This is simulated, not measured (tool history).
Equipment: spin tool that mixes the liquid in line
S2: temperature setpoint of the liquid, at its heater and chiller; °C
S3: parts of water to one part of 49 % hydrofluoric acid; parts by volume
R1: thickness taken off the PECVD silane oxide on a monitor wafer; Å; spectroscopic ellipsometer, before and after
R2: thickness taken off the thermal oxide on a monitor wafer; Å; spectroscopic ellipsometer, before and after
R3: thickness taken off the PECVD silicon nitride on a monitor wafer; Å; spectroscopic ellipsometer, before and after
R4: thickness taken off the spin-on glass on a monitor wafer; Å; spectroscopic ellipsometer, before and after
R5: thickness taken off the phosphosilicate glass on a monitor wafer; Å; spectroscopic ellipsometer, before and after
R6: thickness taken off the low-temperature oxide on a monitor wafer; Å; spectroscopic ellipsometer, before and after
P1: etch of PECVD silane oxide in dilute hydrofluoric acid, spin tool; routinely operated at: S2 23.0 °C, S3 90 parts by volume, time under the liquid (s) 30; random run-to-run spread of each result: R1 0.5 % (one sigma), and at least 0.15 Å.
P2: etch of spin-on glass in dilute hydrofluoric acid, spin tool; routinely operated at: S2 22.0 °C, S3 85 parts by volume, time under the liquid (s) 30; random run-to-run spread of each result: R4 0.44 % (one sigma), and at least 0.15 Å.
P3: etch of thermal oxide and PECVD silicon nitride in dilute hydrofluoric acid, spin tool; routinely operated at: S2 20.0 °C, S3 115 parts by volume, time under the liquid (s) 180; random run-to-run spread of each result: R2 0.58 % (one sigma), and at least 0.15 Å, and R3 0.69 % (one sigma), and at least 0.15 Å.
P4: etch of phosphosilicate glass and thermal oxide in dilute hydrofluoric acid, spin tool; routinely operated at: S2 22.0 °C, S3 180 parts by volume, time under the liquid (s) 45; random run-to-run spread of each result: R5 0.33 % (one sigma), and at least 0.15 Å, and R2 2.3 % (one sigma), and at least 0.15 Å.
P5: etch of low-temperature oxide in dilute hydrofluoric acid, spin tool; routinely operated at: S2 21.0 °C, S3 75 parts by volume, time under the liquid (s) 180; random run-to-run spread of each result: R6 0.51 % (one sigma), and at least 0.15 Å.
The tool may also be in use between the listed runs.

Run 1, hour 3.0: process that ran P1, S2 23.0 °C, S3 90 parts by volume, time under the liquid (s) 30. Result: R1 162.410 Å.
Run 2, hour 5.8: process that ran P1, S2 23.0 °C, S3 90 parts by volume, time under the liquid (s) 30. Result: R1 161.770 Å.
Run 3, hour 9.6: process that ran P3, S2 20.0 °C, S3 115 parts by volume, time under the liquid (s) 180. Result: R2 63.2770 Å, R3 35.549 Å.
Run 4, hour 13.5: process that ran P2, S2 22.0 °C, S3 140 parts by volume, time under the liquid (s) 30. Result: R4 102.830 Å.
Run 5, hour 17.2: process that ran P4, S2 22.0 °C, S3 100 parts by volume, time under the liquid (s) 45. Result: R2 19.0930 Å, R5 609.38 Å.
Run 6, hour 21.1: process that ran P1, S2 17.0 °C, S3 135 parts by volume, time under the liquid (s) 30. Result: R1 80.544 Å.
Run 7, hour 24.5: process that ran P1, S2 17.0 °C, S3 90 parts by volume, time under the liquid (s) 30. Result: R1 125.540 Å.
Run 8, hour 26.8: process that ran P3, S2 17.0 °C, S3 115 parts by volume, time under the liquid (s) 180. Result: R2 55.8520 Å, R3 28.944 Å.
Run 9, hour 29.0: process that ran P4, S2 17.0 °C, S3 180 parts by volume, time under the liquid (s) 45. Result: R2 8.3716 Å, R5 255.25 Å.
Run 10, hour 33.9: process that ran P3, S2 20.0 °C, S3 115 parts by volume, time under the liquid (s) 50. Result: R2 17.8310 Å, R3 9.825 Å.
Run 11, hour 38.9: process that ran P1, S2 23.0 °C, S3 90 parts by volume, time under the liquid (s) 30. Result: R1 161.690 Å.
Run 12, hour 43.3: process that ran P2, S2 22.0 °C, S3 85 parts by volume, time under the liquid (s) 30. Result: R4 180.010 Å.
Run 13, hour 47.0: process that ran P1, S2 23.0 °C, S3 90 parts by volume, time under the liquid (s) 30. Result: R1 162.400 Å.
Run 14, hour 50.3: process that ran P5, S2 21.0 °C, S3 75 parts by volume, time under the liquid (s) 180. Result: R6 369.26 Å.
Run 15, hour 54.1: process that ran P1, S2 23.0 °C, S3 90 parts by volume, time under the liquid (s) 50. Result: R1 268.610 Å.
Run 16, hour 56.9: process that ran P1, S2 23.0 °C, S3 90 parts by volume, time under the liquid (s) 30. Result: R1 161.180 Å.
Run 17, hour 61.2: process that ran P5, S2 17.0 °C, S3 75 parts by volume, time under the liquid (s) 180. Result: R6 312.20 Å.
Run 18, hour 66.1: process that ran P1, S2 23.0 °C, S3 90 parts by volume, time under the liquid (s) 30. Result: R1 162.520 Å.
Run 19, hour 69.6: process that ran P5, S2 21.0 °C, S3 20 parts by volume, time under the liquid (s) 180. Result: R6 1480.20 Å.
Run 20, hour 73.5: process that ran P2, S2 22.0 °C, S3 85 parts by volume, time under the liquid (s) 30. Result: R4 179.230 Å.
Run 21, hour 78.1: process that ran P2, S2 30.5 °C, S3 85 parts by volume, time under the liquid (s) 30. Result: R4 248.520 Å.
Run 22, hour 82.0: process that ran P4, S2 22.0 °C, S3 180 parts by volume, time under the liquid (s) 20. Result: R2 4.5639 Å, R5 137.45 Å.
Run 23, hour 85.5: process that ran P1, S2 23.0 °C, S3 20 parts by volume, time under the liquid (s) 30. Result: R1 789.710 Å.
Run 24, hour 88.8: process that ran P4, S2 22.0 °C, S3 180 parts by volume, time under the liquid (s) 45. Result: R2 10.4280 Å, R5 308.13 Å.
Run 25, hour 91.5: process that ran P1, S2 30.5 °C, S3 90 parts by volume, time under the liquid (s) 50. Result: R1 360.770 Å.
Run 26, hour 95.3: process that ran P3, S2 20.0 °C, S3 115 parts by volume, time under the liquid (s) 180. Result: R2 63.1420 Å, R3 35.210 Å.
Run 27, hour 100.4: process that ran P1, S2 23.0 °C, S3 125 parts by volume, time under the liquid (s) 30. Result: R1 111.440 Å.
Run 28, hour 102.6: process that ran P5, S2 21.0 °C, S3 75 parts by volume, time under the liquid (s) 55. Result: R6 113.16 Å.
Run 29, hour 107.5: process that ran P5, S2 21.0 °C, S3 75 parts by volume, time under the liquid (s) 180. Result: R6 366.40 Å.
Run 30, hour 110.8: process that ran P3, S2 20.0 °C, S3 25 parts by volume, time under the liquid (s) 180. Result: R2 324.1900 Å, R3 155.540 Å.
Run 31, hour 113.1: process that ran P1, S2 28.0 °C, S3 90 parts by volume, time under the liquid (s) 30. Result: R1 197.710 Å.
Run 32, hour 117.6: process that ran P2, S2 22.0 °C, S3 85 parts by volume, time under the liquid (s) 15. Result: R4 89.689 Å.
Run 33, hour 120.8: process that ran P1, S2 23.0 °C, S3 90 parts by volume, time under the liquid (s) 30. Result: R1 161.750 Å.
Run 34, hour 123.1: process that ran P1, S2 23.0 °C, S3 90 parts by volume, time under the liquid (s) 15. Result: R1 80.946 Å.
Run 35, hour 127.9: process that ran P1, S2 23.0 °C, S3 90 parts by volume, time under the liquid (s) 30. Result: R1 162.000 Å.
Run 36, hour 132.6: process that ran P1, S2 23.0 °C, S3 90 parts by volume, time under the liquid (s) 30. Result: R1 169.280 Å.
Run 37, hour 137.6: process that ran P1, S2 23.0 °C, S3 90 parts by volume, time under the liquid (s) 30. Result: R1 170.760 Å.
Run 38, hour 140.4: process that ran P1, S2 23.0 °C, S3 90 parts by volume, time under the liquid (s) 30. Result: R1 173.050 Å.
Run 39, hour 143.0: process that ran P1, S2 23.0 °C, S3 90 parts by volume, time under the liquid (s) 30. Result: R1 174.060 Å.
Run 40, hour 146.1: process that ran P1, S2 23.0 °C, S3 90 parts by volume, time under the liquid (s) 30. Result: R1 172.980 Å.
Run 41, hour 150.5: process that ran P1, S2 23.0 °C, S3 90 parts by volume, time under the liquid (s) 30. Result: R1 175.290 Å.
Run 42, hour 153.1: process that ran P1, S2 23.0 °C, S3 90 parts by volume, time under the liquid (s) 30. Result: R1 175.060 Å.
Run 43, hour 156.4: process that ran P1, S2 23.0 °C, S3 90 parts by volume, time under the liquid (s) 30. Result: R1 174.150 Å.
Run 44, hour 160.4: process that ran P1, S2 23.0 °C, S3 90 parts by volume, time under the liquid (s) 30. Result: R1 174.790 Å.
Run 45, hour 164.4: process that ran P1, S2 23.0 °C, S3 90 parts by volume, time under the liquid (s) 30. Result: R1 175.510 Å.

Compared with where it was, what P1 gives has crept away. Each cause listed below fits the log as well as the rest, at the size given for it:
A: hydrofluoric acid flow above the setpoint (%) = 7.61
B: liquid hotter than its thermometer reads (K) = 2.04
At approximately hour 127.9, the process output began to creep.

Listed below are the offered check runs, one wafer per run, with question marks in place of results. For which of them would the causes give clearly different outcomes?
Run check 1, hour 168.4: process that ran P5, S2 21.0 °C, S3 75 parts by volume, time under the liquid (s) 85. Result: R6 ?.
Run check 2, hour 168.4: process that ran P3, S2 17.0 °C, S3 45 parts by volume, time under the liquid (s) 180. Result: R2 ?, R3 ?.
Run check 3, hour 168.4: process that ran P2, S2 22.0 °C, S3 135 parts by volume, time under the liquid (s) 15. Result: R4 ?.
Run check 4, hour 168.4: process that ran P4, S2 17.0 °C, S3 180 parts by volume, time under the liquid (s) 30. Result: R2 ?, R5 ?.

Outcome of each check run for each possible cause:
  check  result      if A      if B
check 1      R6    188.69    189.47
check 2      R2  166.4800  168.4000
check 2      R3    77.023    82.882
check 3      R4    58.059    57.798
check 4      R2    5.9523    5.9287
check 4      R5    185.12    184.39
Separation of the two closest causes in each check, using whichever result separates them best: check 1 0.41 %; check 2 7.33 %; check 3 0.45 %; check 4 0.4 %
Check 2 distinguishes between the causes, while the remaining checks would return nearly the same result for all of them.

Running check 2 produced the following: R2 167.2200 Å; R3 77.402 Å. Which one of the listed causes fits?

The cause is A: hydrofluoric acid flow above the setpoint (%).

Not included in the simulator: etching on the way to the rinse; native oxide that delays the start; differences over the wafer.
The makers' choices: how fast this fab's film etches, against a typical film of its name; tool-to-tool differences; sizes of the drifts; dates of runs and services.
